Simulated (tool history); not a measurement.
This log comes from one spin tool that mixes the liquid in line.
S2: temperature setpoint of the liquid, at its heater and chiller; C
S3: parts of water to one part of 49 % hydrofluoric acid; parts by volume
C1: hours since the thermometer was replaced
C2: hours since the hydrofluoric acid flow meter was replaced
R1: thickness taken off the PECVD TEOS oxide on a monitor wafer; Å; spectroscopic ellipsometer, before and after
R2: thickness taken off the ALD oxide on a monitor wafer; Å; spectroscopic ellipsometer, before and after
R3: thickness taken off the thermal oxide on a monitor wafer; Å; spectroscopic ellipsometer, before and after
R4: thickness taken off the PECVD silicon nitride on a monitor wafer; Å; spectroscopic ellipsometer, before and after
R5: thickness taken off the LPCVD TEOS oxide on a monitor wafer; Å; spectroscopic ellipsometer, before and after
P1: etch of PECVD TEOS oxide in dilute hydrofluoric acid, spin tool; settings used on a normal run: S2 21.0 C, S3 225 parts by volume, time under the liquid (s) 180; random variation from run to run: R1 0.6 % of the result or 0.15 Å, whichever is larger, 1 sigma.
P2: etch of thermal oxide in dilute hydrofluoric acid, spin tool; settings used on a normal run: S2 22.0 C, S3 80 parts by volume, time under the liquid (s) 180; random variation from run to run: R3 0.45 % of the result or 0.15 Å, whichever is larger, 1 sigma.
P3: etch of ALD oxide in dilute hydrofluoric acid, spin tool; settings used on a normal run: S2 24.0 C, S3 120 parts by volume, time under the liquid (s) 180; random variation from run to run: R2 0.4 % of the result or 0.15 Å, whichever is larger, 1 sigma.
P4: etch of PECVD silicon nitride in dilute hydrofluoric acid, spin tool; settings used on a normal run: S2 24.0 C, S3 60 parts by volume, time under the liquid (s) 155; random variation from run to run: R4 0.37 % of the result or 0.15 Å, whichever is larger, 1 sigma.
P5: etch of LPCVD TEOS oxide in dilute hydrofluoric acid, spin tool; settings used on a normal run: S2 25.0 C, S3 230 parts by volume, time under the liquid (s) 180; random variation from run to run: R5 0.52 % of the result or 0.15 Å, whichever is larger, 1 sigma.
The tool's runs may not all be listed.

{"run": 1, "hour": 12.5, "process that ran": "P1", "S2": 21.0, "S3": 225, "time under the liquid (s)": 180, "C1": 475.9, "C2": 530.0, "R1": 53.33}
{"run": 2, "hour": 22.4, "process that ran": "P3", "S2": 24.0, "S3": 120, "time under the liquid (s)": 180, "C1": 485.8, "C2": 539.9, "R2": 140.23}
{"run": 3, "hour": 34.9, "process that ran": "P2", "S2": 22.0, "S3": 135, "time under the liquid (s)": 180, "C1": 498.3, "C2": 552.4, "R3": 54.581}
{"run": 4, "hour": 47.6, "process that ran": "P1", "S2": 21.0, "S3": 225, "time under the liquid (s)": 180, "C1": 511.0, "C2": 565.1, "R1": 53.12}
{"run": 5, "hour": 57.8, "process that ran": "P1", "S2": 21.0, "S3": 225, "time under the liquid (s)": 60, "C1": 521.2, "C2": 575.3, "R1": 17.787}
{"run": 6, "hour": 67.1, "process that ran": "P4", "S2": 24.0, "S3": 60, "time under the liquid (s)": 155, "C1": 530.5, "C2": 584.6, "R4": 68.575}
{"run": 7, "hour": 75.5, "process that ran": "P1", "S2": 21.0, "S3": 225, "time under the liquid (s)": 180, "C1": 538.9, "C2": 593.0, "R1": 53.148}
{"run": 8, "hour": 83.7, "process that ran": "P1", "S2": 21.0, "S3": 225, "time under the liquid (s)": 180, "C1": 547.1, "C2": 601.2, "R1": 53.281}
{"run": 9, "hour": 99.8, "process that ran": "P1", "S2": 21.0, "S3": 225, "time under the liquid (s)": 350, "C1": 563.2, "C2": 617.3, "R1": 103.22}
{"run": 10, "hour": 115.4, "process that ran": "P1", "S2": 17.0, "S3": 395, "time under the liquid (s)": 180, "C1": 578.8, "C2": 632.9, "R1": 22.508}
{"run": 11, "hour": 122.6, "process that ran": "P3", "S2": 24.0, "S3": 60, "time under the liquid (s)": 180, "C1": 586.0, "C2": 640.1, "R2": 300.64}
{"run": 12, "hour": 130.0, "process that ran": "P5", "S2": 25.0, "S3": 230, "time under the liquid (s)": 180, "C1": 593.4, "C2": 647.5, "R5": 235.19}
{"run": 13, "hour": 143.1, "process that ran": "P2", "S2": 22.0, "S3": 80, "time under the liquid (s)": 85, "C1": 606.5, "C2": 660.6, "R3": 46.064}
{"run": 14, "hour": 154.2, "process that ran": "P1", "S2": 25.0, "S3": 225, "time under the liquid (s)": 310, "C1": 617.6, "C2": 671.7, "R1": 106.47}
{"run": 15, "hour": 170.4, "process that ran": "P1", "S2": 21.0, "S3": 225, "time under the liquid (s)": 180, "C1": 633.8, "C2": 687.9, "R1": 53.157}
{"run": 16, "hour": 177.8, "process that ran": "P1", "S2": 21.0, "S3": 225, "time under the liquid (s)": 180, "C1": 641.2, "C2": 695.3, "R1": 53.57}
{"run": 17, "hour": 187.9, "process that ran": "P3", "S2": 24.0, "S3": 120, "time under the liquid (s)": 30, "C1": 651.3, "C2": 705.4, "R2": 23.397}
{"run": 18, "hour": 203.8, "process that ran": "P4", "S2": 24.0, "S3": 60, "time under the liquid (s)": 240, "C1": 667.2, "C2": 721.3, "R4": 105.86}
{"run": 19, "hour": 219.5, "process that ran": "P1", "S2": 17.0, "S3": 225, "time under the liquid (s)": 180, "C1": 682.9, "C2": 737.0, "R1": 45.396}
{"run": 20, "hour": 235.0, "process that ran": "P2", "S2": 22.0, "S3": 80, "time under the liquid (s)": 180, "C1": 698.4, "C2": 752.5, "R3": 96.235}
{"run": 21, "hour": 246.8, "process that ran": "P1", "S2": 27.5, "S3": 225, "time under the liquid (s)": 180, "C1": 710.2, "C2": 764.3, "R1": 67.306}
{"run": 22, "hour": 254.2, "process that ran": "P1", "S2": 21.0, "S3": 90, "time under the liquid (s)": 180, "C1": 717.6, "C2": 771.7, "R1": 151.88}
{"run": 23, "hour": 261.7, "process that ran": "P5", "S2": 25.0, "S3": 95, "time under the liquid (s)": 180, "C1": 725.1, "C2": 779.2, "R5": 667.81}
{"run": 24, "hour": 271.7, "process that ran": "P1", "S2": 21.0, "S3": 340, "time under the liquid (s)": 180, "C1": 735.1, "C2": 789.2, "R1": 31.979}

What will run 25 give?
{"run": 25, "hour": 287.5, "process that ran": "P2", "S2": 18.0, "S3": 80, "time under the liquid (s)": 180, "C1": 750.9, "C2": 805.0, "R3": "?"}

Run 25 measured R3 81.962 Å.

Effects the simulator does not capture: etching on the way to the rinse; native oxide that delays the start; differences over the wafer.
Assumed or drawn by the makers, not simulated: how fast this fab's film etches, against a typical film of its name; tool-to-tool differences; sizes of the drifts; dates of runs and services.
